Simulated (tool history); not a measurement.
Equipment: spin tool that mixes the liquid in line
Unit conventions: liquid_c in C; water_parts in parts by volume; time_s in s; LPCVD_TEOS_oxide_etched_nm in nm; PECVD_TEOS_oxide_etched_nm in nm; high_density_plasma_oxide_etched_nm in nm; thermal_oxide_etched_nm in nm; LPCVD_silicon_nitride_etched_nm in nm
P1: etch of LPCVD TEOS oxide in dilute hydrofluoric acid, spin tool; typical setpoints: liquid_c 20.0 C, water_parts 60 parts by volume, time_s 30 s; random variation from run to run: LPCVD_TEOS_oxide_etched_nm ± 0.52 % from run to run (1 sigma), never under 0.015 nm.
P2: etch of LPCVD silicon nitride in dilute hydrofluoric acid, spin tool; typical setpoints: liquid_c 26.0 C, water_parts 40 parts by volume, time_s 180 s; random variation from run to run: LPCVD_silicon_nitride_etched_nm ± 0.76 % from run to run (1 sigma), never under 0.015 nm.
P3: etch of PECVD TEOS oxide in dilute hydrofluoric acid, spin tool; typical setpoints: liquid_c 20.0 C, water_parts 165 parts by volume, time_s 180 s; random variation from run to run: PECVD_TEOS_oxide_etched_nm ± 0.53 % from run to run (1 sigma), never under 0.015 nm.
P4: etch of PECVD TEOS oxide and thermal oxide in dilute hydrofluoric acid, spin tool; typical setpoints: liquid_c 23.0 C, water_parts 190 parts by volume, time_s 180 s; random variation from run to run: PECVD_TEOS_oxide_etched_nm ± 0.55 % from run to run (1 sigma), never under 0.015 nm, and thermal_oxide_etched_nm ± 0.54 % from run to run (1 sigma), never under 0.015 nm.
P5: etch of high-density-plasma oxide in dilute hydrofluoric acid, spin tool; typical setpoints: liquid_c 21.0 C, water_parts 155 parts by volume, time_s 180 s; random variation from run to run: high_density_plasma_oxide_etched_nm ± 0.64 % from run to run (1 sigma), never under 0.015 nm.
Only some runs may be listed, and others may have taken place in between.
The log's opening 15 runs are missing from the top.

| run | day | process | liquid_c | water_parts | time_s | hours since the thermometer was replaced | hours since the hydrofluoric acid flow meter was replaced | LPCVD_TEOS_oxide_etched_nm | PECVD_TEOS_oxide_etched_nm | high_density_plasma_oxide_etched_nm | thermal_oxide_etched_nm | LPCVD_silicon_nitride_etched_nm |
|---|---|---|---|---|---|---|---|---|---|---|---|---|
| 16 | 8.450 | P1 | 17.0 | 60 | 30 | 1063.7 | 870.3 | 16.8190 |  |  |  |  |
| 17 | 9.162 | P1 | 20.0 | 60 | 50 | 1080.8 | 887.4 | 31.7610 |  |  |  |  |
| 18 | 9.538 | P4 | 18.0 | 190 | 180 | 1089.8 | 896.4 |  | 10.7290 |  | 3.18400 |  |
| 19 | 10.021 | P4 | 23.0 | 190 | 180 | 1101.4 | 908.0 |  | 13.1600 |  | 3.82740 |  |
| 20 | 10.567 | P1 | 20.0 | 60 | 30 | 1114.5 | 921.1 | 19.0570 |  |  |  |  |
| 21 | 11.083 | P3 | 17.0 | 165 | 180 | 1126.9 | 933.5 |  | 12.2450 |  |  |  |
| 22 | 11.633 | P1 | 20.0 | 60 | 30 | 1140.1 | 946.7 | 19.2810 |  |  |  |  |
| 23 | 12.179 | P1 | 23.5 | 60 | 30 | 1153.2 | 959.8 | 22.1810 |  |  |  |  |
| 24 | 12.633 | P5 | 17.0 | 155 | 180 | 1164.1 | 970.7 |  |  | 4.2259 |  |  |
|  | 12.758 | hydrofluoric acid flow meter replaced |
| 25 | 13.400 | P1 | 20.0 | 105 | 30 | 1182.5 | 15.5 | 10.3790 |  |  |  |  |
| 26 | 14.008 | P1 | 20.0 | 60 | 30 | 1197.1 | 30.1 | 19.2030 |  |  |  |  |
| 27 | 14.592 | P2 | 18.0 | 40 | 180 | 1211.1 | 44.1 |  |  |  |  | 1.5074 |
| 28 | 15.200 | P5 | 21.0 | 155 | 95 | 1225.7 | 58.7 |  |  | 2.5715 |  |  |
| 29 | 15.825 | P1 | 20.0 | 20 | 55 | 1240.7 | 73.7 | 110.1800 |  |  |  |  |

Run 30 comes next. What will it give?
| 30 | 16.204 | P4 | 23.0 | 190 | 45 | 1249.8 | 82.8 |  | ? |  | ? |  |

PECVD_TEOS_oxide_etched_nm: 3.2653 nm
thermal_oxide_etched_nm: 0.95379 nm
